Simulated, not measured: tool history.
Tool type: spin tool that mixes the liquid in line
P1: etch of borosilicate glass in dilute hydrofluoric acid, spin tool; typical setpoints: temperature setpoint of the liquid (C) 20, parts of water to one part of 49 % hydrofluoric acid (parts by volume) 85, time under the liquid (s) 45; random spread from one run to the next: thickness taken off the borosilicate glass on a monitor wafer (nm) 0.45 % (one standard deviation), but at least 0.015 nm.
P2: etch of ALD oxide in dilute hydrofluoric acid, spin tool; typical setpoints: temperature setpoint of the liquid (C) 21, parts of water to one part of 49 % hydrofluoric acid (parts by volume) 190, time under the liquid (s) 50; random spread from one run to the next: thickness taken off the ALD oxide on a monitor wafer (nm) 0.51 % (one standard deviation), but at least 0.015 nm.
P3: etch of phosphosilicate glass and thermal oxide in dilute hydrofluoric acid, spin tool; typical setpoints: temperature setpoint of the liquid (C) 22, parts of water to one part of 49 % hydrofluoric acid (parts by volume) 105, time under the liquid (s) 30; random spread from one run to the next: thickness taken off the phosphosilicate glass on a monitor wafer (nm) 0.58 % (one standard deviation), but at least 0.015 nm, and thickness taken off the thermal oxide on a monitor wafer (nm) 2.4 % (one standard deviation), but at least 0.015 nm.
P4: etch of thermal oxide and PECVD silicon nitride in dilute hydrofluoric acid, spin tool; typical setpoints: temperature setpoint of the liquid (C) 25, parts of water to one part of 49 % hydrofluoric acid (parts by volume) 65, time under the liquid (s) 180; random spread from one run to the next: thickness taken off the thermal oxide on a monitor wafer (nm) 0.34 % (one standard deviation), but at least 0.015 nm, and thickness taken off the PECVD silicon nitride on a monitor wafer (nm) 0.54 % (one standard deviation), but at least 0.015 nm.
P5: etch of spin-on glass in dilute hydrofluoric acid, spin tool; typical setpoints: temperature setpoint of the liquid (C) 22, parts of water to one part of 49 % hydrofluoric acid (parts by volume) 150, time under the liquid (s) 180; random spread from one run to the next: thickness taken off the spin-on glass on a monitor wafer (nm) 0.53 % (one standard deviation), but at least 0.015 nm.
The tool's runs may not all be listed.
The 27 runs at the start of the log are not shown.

run,hour,process that ran,temperature setpoint of the liquid (C),parts of water to one part of 49 % hydrofluoric acid (parts by volume),time under the liquid (s),hours since the thermometer was replaced,hours since the hydrofluoric acid flow meter was replaced,thickness taken off the borosilicate glass on a monitor wafer (nm),thickness taken off the thermal oxide on a monitor wafer (nm),thickness taken off the PECVD silicon nitride on a monitor wafer (nm),thickness taken off the phosphosilicate glass on a monitor wafer (nm),thickness taken off the spin-on glass on a monitor wafer (nm),thickness taken off the ALD oxide on a monitor wafer (nm)
28,91.3,P3,22,105,30,562,600.7,,1.1501,,38.275,,
29,95,P1,17,120,45,565.7,604.4,7.6122,,,,,
30,97.8,P1,20,85,45,568.5,607.2,12.714,,,,,
31,101.7,P3,17,105,30,572.4,611.1,,0.93787,,31.526,,
32,105.6,P1,20,85,45,576.3,615,12.706,,,,,
33,109.2,P1,20,85,45,579.9,618.6,12.191,,,,,
34,112,P1,20,85,45,582.7,621.4,12.096,,,,,
35,114.9,P1,20,85,45,585.6,624.3,11.733,,,,,
36,117.4,P1,20,85,45,588.1,626.8,11.843,,,,,
37,120.9,P1,20,85,45,591.6,630.3,11.752,,,,,
38,123.3,P1,20,85,45,594,632.7,11.675,,,,,
39,126,P1,20,85,45,596.7,635.4,11.504,,,,,
40,130.4,P1,20,85,45,601.1,639.8,11.579,,,,,

What does the tool deliver on the next run?
41,133,P1,20,85,45,603.7,642.4,?,,,,,

Run 41 measured thickness taken off the borosilicate glass on a monitor wafer (nm) 11.524.
